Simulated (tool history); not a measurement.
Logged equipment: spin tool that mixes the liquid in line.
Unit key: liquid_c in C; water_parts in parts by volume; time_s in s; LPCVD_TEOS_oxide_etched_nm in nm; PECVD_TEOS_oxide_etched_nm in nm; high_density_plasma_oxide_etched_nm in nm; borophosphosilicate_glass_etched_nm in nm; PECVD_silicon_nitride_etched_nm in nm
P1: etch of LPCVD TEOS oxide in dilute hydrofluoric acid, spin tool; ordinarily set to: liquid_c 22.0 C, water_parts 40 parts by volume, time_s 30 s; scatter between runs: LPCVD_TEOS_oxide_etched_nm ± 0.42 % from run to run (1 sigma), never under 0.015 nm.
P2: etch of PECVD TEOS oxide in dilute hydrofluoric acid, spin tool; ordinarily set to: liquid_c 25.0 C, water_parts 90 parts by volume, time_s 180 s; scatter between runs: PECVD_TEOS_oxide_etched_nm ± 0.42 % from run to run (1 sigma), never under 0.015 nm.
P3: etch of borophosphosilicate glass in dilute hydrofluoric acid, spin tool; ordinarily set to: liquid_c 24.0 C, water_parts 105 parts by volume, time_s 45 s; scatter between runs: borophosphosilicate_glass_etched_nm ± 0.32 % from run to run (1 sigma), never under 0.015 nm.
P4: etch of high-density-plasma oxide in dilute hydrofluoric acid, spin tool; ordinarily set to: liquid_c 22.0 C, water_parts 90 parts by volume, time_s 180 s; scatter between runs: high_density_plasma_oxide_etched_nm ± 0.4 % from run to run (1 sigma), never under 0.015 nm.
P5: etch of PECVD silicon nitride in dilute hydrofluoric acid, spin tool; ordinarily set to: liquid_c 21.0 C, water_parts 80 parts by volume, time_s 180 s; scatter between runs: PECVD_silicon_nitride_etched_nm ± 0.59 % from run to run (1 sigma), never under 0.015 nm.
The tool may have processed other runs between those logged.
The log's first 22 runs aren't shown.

run,hour,process,liquid_c,water_parts,time_s,hours since the thermometer was replaced,hours since the hydrofluoric acid flow meter was replaced,LPCVD_TEOS_oxide_etched_nm,PECVD_TEOS_oxide_etched_nm,high_density_plasma_oxide_etched_nm,borophosphosilicate_glass_etched_nm,PECVD_silicon_nitride_etched_nm
23,86.7,P3,24.0,30,45,32.1,892.9,,,,78.622,
24,89.5,P4,22.0,90,180,34.9,895.7,,,11.5580,,
25,94.6,P1,27.5,40,30,40.0,900.8,42.022,,,,
26,97.1,P4,22.0,90,90,42.5,903.3,,,5.8371,,
27,100.1,P2,20.5,90,180,45.5,906.3,,31.843,,,
28,102.6,P1,22.0,20,30,48.0,908.8,68.916,,,,
29,106.0,P5,21.0,80,15,51.4,912.2,,,,,0.2849
30,110.5,P4,27.5,90,180,55.9,916.7,,,14.3450,,
31,114.6,P5,21.0,80,180,60.0,920.8,,,,,3.3497
32,118.0,P1,22.0,40,30,63.4,924.2,33.588,,,,
33,120.6,P1,22.0,40,30,66.0,926.8,33.408,,,,
34,125.0,P1,22.0,40,30,70.4,931.2,34.610,,,,
35,128.1,P1,22.0,40,30,73.5,934.3,34.962,,,,
36,132.7,P1,22.0,40,30,78.1,938.9,35.256,,,,
37,136.4,P1,22.0,40,30,81.8,942.6,35.790,,,,
38,139.0,P1,22.0,40,30,84.4,945.2,35.593,,,,
39,142.9,P1,22.0,40,30,88.3,949.1,35.948,,,,
40,147.3,P1,22.0,40,30,92.7,953.5,35.681,,,,
41,151.2,P1,22.0,40,30,96.6,957.4,35.812,,,,

Forecast run 42:
42,153.8,P1,22.0,40,30,99.2,960.0,?,,,,

For run 42 the tool returned LPCVD_TEOS_oxide_etched_nm 35.823 nm.
